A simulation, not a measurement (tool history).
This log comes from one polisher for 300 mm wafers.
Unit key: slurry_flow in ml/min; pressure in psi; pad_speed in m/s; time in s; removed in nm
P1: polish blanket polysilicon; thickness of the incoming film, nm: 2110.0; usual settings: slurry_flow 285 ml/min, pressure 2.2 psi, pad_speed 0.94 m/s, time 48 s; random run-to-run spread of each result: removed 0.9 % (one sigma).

run,day,slurry_flow,pressure,pad_speed,time,wafers polished on this pad,hours since the slurry nozzle was cleaned,hours since the head pressure was calibrated,removed
1,0.675,285,2.2,0.94,48,322,162.7,580.4,318.15
# day 1.075: slurry nozzle cleaned
2,1.475,285,2.2,0.94,66,550,9.7,599.6,439.05
3,2.017,285,2.2,0.94,48,705,22.7,612.6,315.68
4,2.404,285,2.2,1.42,48,815,32.0,621.9,473.44
5,2.842,285,3.2,0.94,48,940,42.5,632.4,461.38
6,3.212,170,2.2,0.94,48,1046,51.4,641.3,294.39
7,3.954,425,2.2,0.94,48,1257,69.2,659.1,328.23
8,4.588,285,2.2,0.94,48,1438,84.4,674.3,315.12
9,5.008,285,1.0,0.94,48,1558,94.5,684.4,143.54
10,5.783,285,2.2,0.94,48,1779,113.1,703.0,314.28
11,6.571,405,2.2,1.24,48,2003,132.0,721.9,420.14
12,7.062,285,2.2,0.52,48,2143,143.8,733.7,174.52
13,7.758,285,2.2,0.94,48,2342,160.5,750.4,317.71
14,8.371,285,2.2,0.94,22,2516,175.2,765.1,145.97
15,8.854,285,2.2,0.94,48,2654,186.8,776.7,319.24
16,9.662,285,2.2,0.94,48,2884,206.2,796.1,310.77
17,10.225,285,2.2,0.94,48,3045,219.7,809.6,307.87
18,10.592,285,2.2,0.94,48,3149,228.5,818.4,303.13
19,11.000,285,2.2,0.94,48,3266,238.3,828.2,303.27
# day 11.042: worn pad replaced by a new one
20,11.479,285,2.2,0.94,48,125,249.8,839.7,300.71
21,11.962,285,2.2,0.94,48,263,261.4,851.3,302.84
22,12.333,285,2.2,0.94,48,369,270.3,860.2,302.39
23,13.142,285,2.2,0.94,48,599,289.7,879.6,301.69

The output of P1 has drifted from where it used to be. Each of the 2 causes below, taken at the size shown beside it, accounts for the log equally well:
A: head's pressure below its setpoint, % = 4.74
B: slurry flow missing at the pad, % = 34.3
Onset of the creep was near day 8.854.
Ruled out, with reasons:
removal rate lost through wear of the pad, %: serviced after onset, at day 11.042, with no recovery of the prior output

Consider the 4 check runs below, whose results appear as question marks and each of which averages 5 wafers. Which one distinguishes the causes, in that each cause would give it a clearly different result?
check 1,13.950,170,2.2,0.94,48,,,,?
check 2,13.950,285,2.2,0.58,48,,,,?
check 3,13.950,285,2.2,0.94,28,,,,?
check 4,13.950,285,3.1,0.94,48,,,,?

What every check run would give for each of its results, assuming each possible cause in turn:
check,result,if A,if B
check 1,removed,282.61,274.21
check 2,removed,185.68,185.67
check 3,removed,175.55,175.53
check 4,removed,424.05,424.02
Smallest distance between any two causes, each pair judged by its most separating result, in per cent: check 1 3.02 %; check 2 0.01 %; check 3 0.01 %; check 4 0.01 %
The causes can be told apart only by check 1. The other checks would give nearly the same results under each of them.

Check 1 was carried out, with these results: removed 282.73 nm. Which of the listed causes is responsible?

The cause is A: head's pressure below its setpoint, %.

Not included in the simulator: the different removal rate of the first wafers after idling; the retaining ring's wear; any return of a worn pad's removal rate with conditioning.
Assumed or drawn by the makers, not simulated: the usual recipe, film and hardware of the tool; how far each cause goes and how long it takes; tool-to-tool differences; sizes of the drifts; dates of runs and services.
